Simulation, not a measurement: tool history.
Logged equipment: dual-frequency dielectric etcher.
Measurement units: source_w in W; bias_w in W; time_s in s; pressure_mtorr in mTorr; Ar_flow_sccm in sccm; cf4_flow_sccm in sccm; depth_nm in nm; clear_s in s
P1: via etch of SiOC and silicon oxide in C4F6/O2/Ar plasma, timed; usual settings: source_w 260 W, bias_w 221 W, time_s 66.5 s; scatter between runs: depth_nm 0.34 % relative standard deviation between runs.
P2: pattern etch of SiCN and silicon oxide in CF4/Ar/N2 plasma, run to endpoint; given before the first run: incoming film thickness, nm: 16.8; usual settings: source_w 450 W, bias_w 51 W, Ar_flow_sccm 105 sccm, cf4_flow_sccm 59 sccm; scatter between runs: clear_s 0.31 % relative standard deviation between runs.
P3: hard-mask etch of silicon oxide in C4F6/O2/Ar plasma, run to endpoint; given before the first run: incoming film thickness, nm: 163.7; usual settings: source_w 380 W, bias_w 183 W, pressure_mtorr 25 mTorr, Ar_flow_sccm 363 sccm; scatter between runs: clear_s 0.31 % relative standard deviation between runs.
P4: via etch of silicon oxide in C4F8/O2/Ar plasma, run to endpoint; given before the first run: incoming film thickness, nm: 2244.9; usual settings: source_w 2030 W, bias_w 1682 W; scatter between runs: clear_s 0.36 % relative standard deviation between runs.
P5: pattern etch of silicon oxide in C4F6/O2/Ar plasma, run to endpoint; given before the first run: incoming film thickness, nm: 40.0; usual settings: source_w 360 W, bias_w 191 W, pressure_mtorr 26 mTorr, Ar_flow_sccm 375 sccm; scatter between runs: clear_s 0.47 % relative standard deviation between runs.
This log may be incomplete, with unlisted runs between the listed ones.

run,hour,process,source_w,bias_w,time_s,pressure_mtorr,Ar_flow_sccm,cf4_flow_sccm,hours since the last wet clean,hours since the last source power generator calibration,hours since the last bias power generator calibration,depth_nm,clear_s
1,8.8,P1,260,221,66.5,,,,337.2,686.2,2205,66.532,
2,16.1,P1,350,221,66.5,,,,344.5,693.5,2212.3,75.002,
3,25.6,P3,380,183,,29.5,363,,354,703,2221.8,,53.997
4,37.9,P2,570,51,,,105,59,366.3,715.3,2234.1,,18.704
5,52.6,P1,260,221,66.5,,,,381,730,2248.8,67.125,
6,60,P5,360,191,,26,375,,388.4,737.4,2256.2,,12.503
7,69.1,P5,360,191,,26,375,,397.5,746.5,2265.3,,12.432
8,78.4,P5,500,191,,26,375,,406.8,755.8,2274.6,,10.977
9,92.9,P5,360,117,,26,375,,421.3,770.3,2289.1,,14.391
10,107.3,P2,450,51,,,74,59,435.7,784.7,2303.5,,21.944
11,122.4,P3,260,183,,25,363,,450.8,799.8,2318.6,,61.235
12,135.7,P5,360,191,,26,483,,464.1,813.1,2331.9,,12.94
13,144.9,P3,380,123,,25,363,,473.3,822.3,2341.1,,59.456
14,155.3,P4,2030,1682,,,,,483.7,832.7,2351.5,,462.15
15,165.4,P1,320,164,66.5,,,,493.8,842.8,2361.6,66.011,
16,179.9,P4,2030,1682,,,,,508.3,857.3,2376.1,,462.58
17,187.7,P2,450,51,,,105,59,516.1,865.1,2383.9,,23.131
18,201.8,P4,2030,2348,,,,,530.2,879.2,2398,,419.44
19,217.6,P1,260,293,66.5,,,,546,895,2413.8,73.951,
20,231.3,P2,450,67,,,105,59,559.7,908.7,2427.5,,20.969
21,241.6,P1,260,221,36.5,,,,570,919,2437.8,36.824,
22,257,P3,380,183,,25,448,,585.4,934.4,2453.2,,53.92
23,265.6,P3,380,183,,25,363,,594,943,2461.8,,52.682
24,274.5,P1,260,161,66.5,,,,602.9,951.9,2470.7,60.325,
25,284.6,P1,260,221,66.5,,,,613,962,2480.8,67.348,
26,297.4,P1,260,221,66.5,,,,625.8,974.8,2493.6,67.4,
27,312.6,P2,450,51,,,105,38,641,990,2508.8,,25.062
28,321.8,P1,260,221,66.5,,,,650.2,999.2,2518,66.636,
29,334.2,P1,190,221,66.5,,,,662.6,1011.6,2530.4,59.42,
30,341.5,P3,380,183,,25,363,,669.9,1018.9,2537.7,,52.493
31,354,P1,260,221,66.5,,,,682.4,1031.4,2550.2,67.373,
32,362.5,P5,360,191,,32,375,,690.9,1039.9,2558.7,,12.742
33,372.5,P1,260,221,86.5,,,,700.9,1049.9,2568.7,87.353,
34,384.5,P4,2820,1682,,,,,712.9,1061.9,2580.7,,405.84
35,395.5,P1,260,221,66.5,,,,723.9,1072.9,2591.7,67.034,
36,405.1,P1,260,221,66.5,,,,733.5,1082.5,2601.3,66.622,
37,419.4,P1,260,221,66.5,,,,747.8,1096.8,2615.6,66.755,
38,436,P1,260,221,66.5,,,,764.4,1113.4,2632.2,66.407,
39,445.9,P1,260,221,66.5,,,,774.3,1123.3,2642.1,66.176,
40,459.7,P1,260,221,66.5,,,,788.1,1137.1,2655.9,66.226,
41,475.5,P1,260,221,66.5,,,,803.9,1152.9,2671.7,66.139,
# hour 477.5: wet clean of the chamber
42,484.6,P1,260,221,66.5,,,,7.2,1162,2680.8,66.148,
43,492.3,P1,260,221,66.5,,,,14.9,1169.7,2688.5,65.916,
44,507.9,P1,260,221,66.5,,,,30.5,1185.3,2704.1,65.959,
45,517.1,P1,260,221,66.5,,,,39.7,1194.5,2713.3,66.103,

Something has made what P1 gives creep away from where it was; the 2 causes below, each at its own stated size, fit the log equally well:
A: bias power that arrives under what is set, % = 4.77
B: source power that arrives under what is set, % = 4.33
At approximately hour 395.5, the process output began to creep.
Excluded causes, each with its reason:
chamber walls in a state that lowers the etch rate, %: was serviced at hour 477.5, once the creep was under way, yet the earlier output never came back

The check runs listed below each take one wafer, and their results are still question marks. Under which run would the listed causes lead to clearly different results?
check 1,526.3,P5,500,124,,26,375,,,,,,?
check 2,526.3,P2,450,51,,,86,47,,,,,?
check 3,526.3,P3,270,183,,25,363,,,,,,?
check 4,526.3,P4,2500,2329,,,,,,,,,?

Outcome of each check run for each possible cause:
check,result,if A,if B
check 1,clear_s,12.649,12.699
check 2,clear_s,23.586,24.146
check 3,clear_s,61.217,61.291
check 4,clear_s,392.5,393.87
Per-check spread between the two closest causes, in the result where they differ most: check 1 0.4 %; check 2 2.35 %; check 3 0.12 %; check 4 0.35 %
Of the check runs offered, only check 2 discriminates between the causes; the rest would read about the same regardless of which cause applies.

Check 2 has now been run. It gave: clear_s 23.526 s. Which of the candidate causes is it?

The correct cause is A, namely: bias power that arrives under what is set, %.

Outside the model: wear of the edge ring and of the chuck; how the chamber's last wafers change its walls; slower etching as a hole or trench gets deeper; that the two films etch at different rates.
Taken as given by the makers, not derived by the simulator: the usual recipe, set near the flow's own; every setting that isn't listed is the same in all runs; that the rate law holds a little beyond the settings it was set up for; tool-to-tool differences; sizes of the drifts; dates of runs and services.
